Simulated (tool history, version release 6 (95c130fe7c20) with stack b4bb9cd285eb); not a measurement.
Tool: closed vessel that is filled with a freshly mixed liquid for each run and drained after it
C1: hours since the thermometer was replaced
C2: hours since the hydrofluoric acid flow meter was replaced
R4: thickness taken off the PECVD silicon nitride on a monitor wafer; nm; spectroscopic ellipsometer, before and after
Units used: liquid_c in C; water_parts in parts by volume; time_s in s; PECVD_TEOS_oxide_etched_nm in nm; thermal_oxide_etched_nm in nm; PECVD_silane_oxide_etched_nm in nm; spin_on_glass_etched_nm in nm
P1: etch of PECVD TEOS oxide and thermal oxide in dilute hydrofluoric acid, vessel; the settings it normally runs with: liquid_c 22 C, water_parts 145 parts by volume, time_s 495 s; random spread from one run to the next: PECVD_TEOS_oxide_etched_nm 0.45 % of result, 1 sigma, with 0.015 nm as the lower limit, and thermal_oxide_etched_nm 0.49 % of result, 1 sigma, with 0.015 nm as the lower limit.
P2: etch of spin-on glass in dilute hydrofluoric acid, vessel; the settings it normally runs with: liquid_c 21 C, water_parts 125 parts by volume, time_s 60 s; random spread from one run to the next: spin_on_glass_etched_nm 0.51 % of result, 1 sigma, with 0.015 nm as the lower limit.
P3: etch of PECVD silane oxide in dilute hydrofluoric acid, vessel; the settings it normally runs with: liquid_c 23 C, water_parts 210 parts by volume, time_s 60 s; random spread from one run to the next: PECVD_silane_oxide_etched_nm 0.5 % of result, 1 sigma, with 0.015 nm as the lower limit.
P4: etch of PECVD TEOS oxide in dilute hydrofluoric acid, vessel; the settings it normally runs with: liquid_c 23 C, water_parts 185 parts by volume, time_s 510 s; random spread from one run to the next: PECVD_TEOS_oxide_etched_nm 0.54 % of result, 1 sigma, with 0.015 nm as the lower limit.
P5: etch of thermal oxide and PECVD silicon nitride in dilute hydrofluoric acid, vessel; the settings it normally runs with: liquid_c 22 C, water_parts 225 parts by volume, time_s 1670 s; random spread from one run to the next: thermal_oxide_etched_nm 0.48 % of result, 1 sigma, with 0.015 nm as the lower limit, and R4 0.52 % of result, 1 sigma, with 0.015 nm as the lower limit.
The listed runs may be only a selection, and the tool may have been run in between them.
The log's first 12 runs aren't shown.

{"day": 3.717, "done": "hydrofluoric acid flow meter replaced"}
{"run": 13, "day": 3.808, "process": "P1", "liquid_c": 22, "water_parts": 145, "time_s": 495, "C1": 2035.8, "C2": 2.2, "PECVD_TEOS_oxide_etched_nm": 47.463, "thermal_oxide_etched_nm": 15.77}
{"run": 14, "day": 4.029, "process": "P2", "liquid_c": 21, "water_parts": 80, "time_s": 60, "C1": 2041.1, "C2": 7.5, "spin_on_glass_etched_nm": 28.721}
{"run": 15, "day": 4.388, "process": "P1", "liquid_c": 22, "water_parts": 245, "time_s": 880, "C1": 2049.7, "C2": 16.1, "PECVD_TEOS_oxide_etched_nm": 45.055, "thermal_oxide_etched_nm": 14.692}
{"run": 16, "day": 4.592, "process": "P2", "liquid_c": 21, "water_parts": 125, "time_s": 60, "C1": 2054.6, "C2": 21.0, "spin_on_glass_etched_nm": 17.418}
{"run": 17, "day": 4.958, "process": "P3", "liquid_c": 23, "water_parts": 210, "time_s": 30, "C1": 2063.4, "C2": 29.8, "PECVD_silane_oxide_etched_nm": 6.0792}
{"run": 18, "day": 5.158, "process": "P1", "liquid_c": 26, "water_parts": 145, "time_s": 495, "C1": 2068.2, "C2": 34.6, "PECVD_TEOS_oxide_etched_nm": 55.613, "thermal_oxide_etched_nm": 18.142}
{"day": 5.45, "done": "thermometer replaced"}
{"run": 19, "day": 5.521, "process": "P5", "liquid_c": 22, "water_parts": 225, "time_s": 320, "C1": 1.7, "C2": 43.3, "thermal_oxide_etched_nm": 5.3426, "R4": 2.116}
{"run": 20, "day": 5.688, "process": "P1", "liquid_c": 22, "water_parts": 75, "time_s": 495, "C1": 5.7, "C2": 47.3, "PECVD_TEOS_oxide_etched_nm": 99.052, "thermal_oxide_etched_nm": 32.606}
{"run": 21, "day": 5.867, "process": "P5", "liquid_c": 22, "water_parts": 125, "time_s": 1670, "C1": 10.0, "C2": 51.6, "thermal_oxide_etched_nm": 55.264, "R4": 19.999}
{"run": 22, "day": 6.183, "process": "P1", "liquid_c": 22, "water_parts": 145, "time_s": 495, "C1": 17.6, "C2": 59.2, "PECVD_TEOS_oxide_etched_nm": 47.74, "thermal_oxide_etched_nm": 15.674}
{"run": 23, "day": 6.529, "process": "P3", "liquid_c": 23, "water_parts": 75, "time_s": 60, "C1": 25.9, "C2": 67.5, "PECVD_silane_oxide_etched_nm": 39.564}
{"run": 24, "day": 6.708, "process": "P1", "liquid_c": 22, "water_parts": 145, "time_s": 100, "C1": 30.2, "C2": 71.8, "PECVD_TEOS_oxide_etched_nm": 9.6262, "thermal_oxide_etched_nm": 3.1816}
{"run": 25, "day": 6.912, "process": "P5", "liquid_c": 17, "water_parts": 225, "time_s": 1670, "C1": 35.1, "C2": 76.7, "thermal_oxide_etched_nm": 22.96, "R4": 8.0723}
{"run": 26, "day": 7.275, "process": "P2", "liquid_c": 21, "water_parts": 125, "time_s": 60, "C1": 43.8, "C2": 85.4, "spin_on_glass_etched_nm": 17.266}
{"run": 27, "day": 7.617, "process": "P4", "liquid_c": 23, "water_parts": 185, "time_s": 50, "C1": 52.0, "C2": 93.6, "PECVD_TEOS_oxide_etched_nm": 4.7156}
{"run": 28, "day": 7.983, "process": "P1", "liquid_c": 22, "water_parts": 145, "time_s": 930, "C1": 60.8, "C2": 102.4, "PECVD_TEOS_oxide_etched_nm": 89.575, "thermal_oxide_etched_nm": 29.454}
{"run": 29, "day": 8.296, "process": "P4", "liquid_c": 23, "water_parts": 185, "time_s": 510, "C1": 68.3, "C2": 109.9, "PECVD_TEOS_oxide_etched_nm": 47.478}
{"run": 30, "day": 8.571, "process": "P1", "liquid_c": 17, "water_parts": 145, "time_s": 495, "C1": 74.9, "C2": 116.5, "PECVD_TEOS_oxide_etched_nm": 38.864, "thermal_oxide_etched_nm": 12.762}
{"run": 31, "day": 8.879, "process": "P2", "liquid_c": 21, "water_parts": 125, "time_s": 30, "C1": 82.3, "C2": 123.9, "spin_on_glass_etched_nm": 8.6981}

Expected results for the next run?
{"run": 32, "day": 9.242, "process": "P4", "liquid_c": 23, "water_parts": 320, "time_s": 510, "C1": 91.0, "C2": 132.6, "PECVD_TEOS_oxide_etched_nm": "?"}

{"run 32": {"PECVD_TEOS_oxide_etched_nm": 24.065}}
